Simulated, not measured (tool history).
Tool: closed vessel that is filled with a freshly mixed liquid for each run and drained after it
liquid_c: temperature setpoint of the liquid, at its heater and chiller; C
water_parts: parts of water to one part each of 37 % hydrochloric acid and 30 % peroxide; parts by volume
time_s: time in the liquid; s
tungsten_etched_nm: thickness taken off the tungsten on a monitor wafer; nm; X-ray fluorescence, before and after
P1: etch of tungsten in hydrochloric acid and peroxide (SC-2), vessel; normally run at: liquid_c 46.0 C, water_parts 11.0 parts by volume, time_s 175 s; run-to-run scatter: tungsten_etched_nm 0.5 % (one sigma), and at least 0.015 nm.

run,hour,liquid_c,water_parts,time_s,hours since the thermometer was replaced,hours since the chemicals flow meter was replaced,hours since the drum of peroxide was connected,tungsten_etched_nm
1,16.4,46.0,11.0,175,298.3,953.5,889.5,28.7090
2,27.1,46.0,11.0,175,309.0,964.2,900.2,28.9500
3,36.2,46.0,16.5,175,318.1,973.3,909.3,20.1430
4,47.3,35.0,11.0,175,329.2,984.4,920.4,13.2390
5,59.3,46.0,11.0,175,341.2,996.4,932.4,28.5080
6,75.2,46.0,11.0,175,357.1,1012.3,948.3,28.6900
7,83.4,46.0,16.0,290,365.3,1020.5,956.5,34.1540
8,93.6,46.0,11.0,175,375.5,1030.7,966.7,28.7140
9,106.2,46.0,11.0,30,388.1,1043.3,979.3,4.9575
10,122.5,46.0,11.0,295,404.4,1059.6,995.6,48.2120
11,133.5,56.5,11.0,175,415.4,1070.6,1006.6,57.4110
12,141.6,46.0,4.0,175,423.5,1078.7,1014.7,62.0570
13,158.1,46.0,11.0,175,440.0,1095.2,1031.2,28.7500
14,174.8,46.0,11.0,175,456.7,1111.9,1047.9,28.5000
15,191.7,46.0,11.0,175,473.6,1128.8,1064.8,27.3830
16,205.7,46.0,11.0,175,487.6,1142.8,1078.8,26.9080
17,219.5,46.0,11.0,175,501.4,1156.6,1092.6,26.4340
# hour 223.3: new drum of peroxide connected
18,227.2,46.0,11.0,175,509.1,1164.3,3.9,26.2380
19,243.3,46.0,11.0,175,525.2,1180.4,20.0,26.1320
20,250.9,46.0,11.0,175,532.8,1188.0,27.6,26.0690
21,258.8,46.0,11.0,175,540.7,1195.9,35.5,26.0760
22,268.1,46.0,11.0,175,550.0,1205.2,44.8,26.0300
23,283.4,46.0,11.0,175,565.3,1220.5,60.1,25.7590
24,292.5,46.0,11.0,175,574.4,1229.6,69.2,25.8570
25,304.3,46.0,11.0,175,586.2,1241.4,81.0,25.8250

What P1 gives has crept away from where it was. These 2 causes fit the log equally well, each at the size given:
A: chemicals flow below the setpoint (%) = 11.6
B: liquid colder than its thermometer reads (K) = 1.53
The creep began at about hour 174.8.
Why every other cause is out:
peroxide weaker than its label (%): serviced at hour 223.3, which brought nothing back

4 check runs are offered, each on 3 wafers whose results are averaged, their results left as question marks. Which one tells the causes apart?
check 1,316.1,46.0,4.0,105,,,,?
check 2,316.1,39.5,11.0,175,,,,?
check 3,316.1,46.0,16.0,30,,,,?
check 4,316.1,55.0,11.0,175,,,,?

What each check would give under each cause:
check,result,if A,if B
check 1,tungsten_etched_nm,34.2660,33.5470
check 2,tungsten_etched_nm,16.3930,16.3230
check 3,tungsten_etched_nm,3.1782,3.1949
check 4,tungsten_etched_nm,46.9350,47.2110
How far apart the two closest causes lie, in the result that separates them most: check 1 2.12 %; check 2 0.43 %; check 3 0.53 %; check 4 0.59 %
Only check 1 tells the causes apart: in the others they would give nearly the same result.

Then check 1 was run and gave: tungsten_etched_nm 34.2800 nm. Which cause is it?

It is A: chemicals flow below the setpoint (%).
